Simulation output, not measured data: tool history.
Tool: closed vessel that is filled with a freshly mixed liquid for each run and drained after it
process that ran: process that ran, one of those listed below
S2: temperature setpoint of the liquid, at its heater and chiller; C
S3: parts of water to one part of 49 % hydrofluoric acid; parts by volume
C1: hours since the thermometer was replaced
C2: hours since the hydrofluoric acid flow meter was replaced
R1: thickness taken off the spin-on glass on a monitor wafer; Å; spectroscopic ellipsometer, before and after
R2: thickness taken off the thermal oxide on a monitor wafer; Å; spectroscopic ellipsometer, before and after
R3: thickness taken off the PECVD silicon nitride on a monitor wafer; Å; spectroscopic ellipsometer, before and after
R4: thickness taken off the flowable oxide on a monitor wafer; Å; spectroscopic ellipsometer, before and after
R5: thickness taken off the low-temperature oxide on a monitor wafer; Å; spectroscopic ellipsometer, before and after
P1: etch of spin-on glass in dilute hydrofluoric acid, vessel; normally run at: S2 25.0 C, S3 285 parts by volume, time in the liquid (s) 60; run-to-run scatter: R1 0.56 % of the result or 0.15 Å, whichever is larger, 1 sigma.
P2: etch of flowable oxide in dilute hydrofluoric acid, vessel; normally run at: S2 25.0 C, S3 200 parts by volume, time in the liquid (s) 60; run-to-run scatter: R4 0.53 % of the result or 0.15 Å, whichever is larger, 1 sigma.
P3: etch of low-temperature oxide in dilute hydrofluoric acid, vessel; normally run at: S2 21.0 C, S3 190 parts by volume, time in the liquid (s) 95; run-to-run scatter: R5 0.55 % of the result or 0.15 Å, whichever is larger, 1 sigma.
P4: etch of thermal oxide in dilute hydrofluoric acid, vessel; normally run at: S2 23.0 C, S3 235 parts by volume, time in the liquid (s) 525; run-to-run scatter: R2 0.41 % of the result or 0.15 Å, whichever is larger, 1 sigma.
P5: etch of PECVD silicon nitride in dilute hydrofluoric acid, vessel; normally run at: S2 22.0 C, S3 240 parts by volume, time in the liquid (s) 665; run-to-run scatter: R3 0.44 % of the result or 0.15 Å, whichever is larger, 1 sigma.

run 1 day=0.238 | process_that_ran=P1 S2=25.0 S3=285 time_in_the_liquid_(s)=60 | C1=525.5 C2=854.7 | R1=112.630
run 2 day=0.638 | process_that_ran=P4 S2=23.0 S3=405 time_in_the_liquid_(s)=525 | C1=535.1 C2=864.3 | R2=44.158
run 3 day=1.038 | process_that_ran=P5 S2=22.0 S3=405 time_in_the_liquid_(s)=665 | C1=544.7 C2=873.9 | R3=71.482
run 4 day=1.350 | process_that_ran=P1 S2=25.0 S3=395 time_in_the_liquid_(s)=60 | C1=552.2 C2=881.4 | R1=73.032
run 5 day=1.588 | process_that_ran=P2 S2=25.0 S3=200 time_in_the_liquid_(s)=30 | C1=557.9 C2=887.1 | R4=49.706
run 6 day=2.008 | process_that_ran=P1 S2=33.0 S3=285 time_in_the_liquid_(s)=60 | C1=568.0 C2=897.2 | R1=148.130
run 7 day=2.212 | process_that_ran=P5 S2=22.0 S3=240 time_in_the_liquid_(s)=125 | C1=572.9 C2=902.1 | R3=22.460
run 8 day=2.467 | process_that_ran=P5 S2=22.0 S3=240 time_in_the_liquid_(s)=665 | C1=579.0 C2=908.2 | R3=119.100
run 9 day=2.842 | process_that_ran=P2 S2=18.5 S3=200 time_in_the_liquid_(s)=60 | C1=588.0 C2=917.2 | R4=77.391
run 10 day=3.217 | process_that_ran=P4 S2=17.0 S3=235 time_in_the_liquid_(s)=525 | C1=597.0 C2=926.2 | R2=71.594
run 11 day=3.625 | process_that_ran=P1 S2=25.0 S3=285 time_in_the_liquid_(s)=30 | C1=606.8 C2=936.0 | R1=56.363
run 12 day=4.000 | process_that_ran=P1 S2=25.0 S3=285 time_in_the_liquid_(s)=60 | C1=615.8 C2=945.0 | R1=113.660
run 13 day=4.275 | process_that_ran=P1 S2=25.0 S3=285 time_in_the_liquid_(s)=95 | C1=622.4 C2=951.6 | R1=177.730
run 14 day=4.621 | process_that_ran=P3 S2=21.0 S3=190 time_in_the_liquid_(s)=95 | C1=630.7 C2=959.9 | R5=129.45
run 15 day=5.021 | process_that_ran=P3 S2=21.0 S3=190 time_in_the_liquid_(s)=150 | C1=640.3 C2=969.5 | R5=204.94
run 16 day=5.404 | process_that_ran=P4 S2=23.0 S3=235 time_in_the_liquid_(s)=85 | C1=649.5 C2=978.7 | R2=14.317
run 17 day=5.742 | process_that_ran=P4 S2=23.0 S3=235 time_in_the_liquid_(s)=525 | C1=657.6 C2=986.8 | R2=89.560
run 18 day=6.012 | process_that_ran=P1 S2=25.0 S3=285 time_in_the_liquid_(s)=60 | C1=664.1 C2=993.3 | R1=111.670
run 19 day=6.400 | process_that_ran=P1 S2=25.0 S3=285 time_in_the_liquid_(s)=60 | C1=673.4 C2=1002.6 | R1=112.630
run 20 day=6.596 | process_that_ran=P1 S2=25.0 S3=170 time_in_the_liquid_(s)=30 | C1=678.1 C2=1007.3 | R1=107.650

Run 21 comes next. What will it give?
run 21 day=6.912 | process_that_ran=P5 S2=26.5 S3=240 time_in_the_liquid_(s)=665 | C1=685.7 C2=1014.9 | R3=?

R3: 155.970 Å

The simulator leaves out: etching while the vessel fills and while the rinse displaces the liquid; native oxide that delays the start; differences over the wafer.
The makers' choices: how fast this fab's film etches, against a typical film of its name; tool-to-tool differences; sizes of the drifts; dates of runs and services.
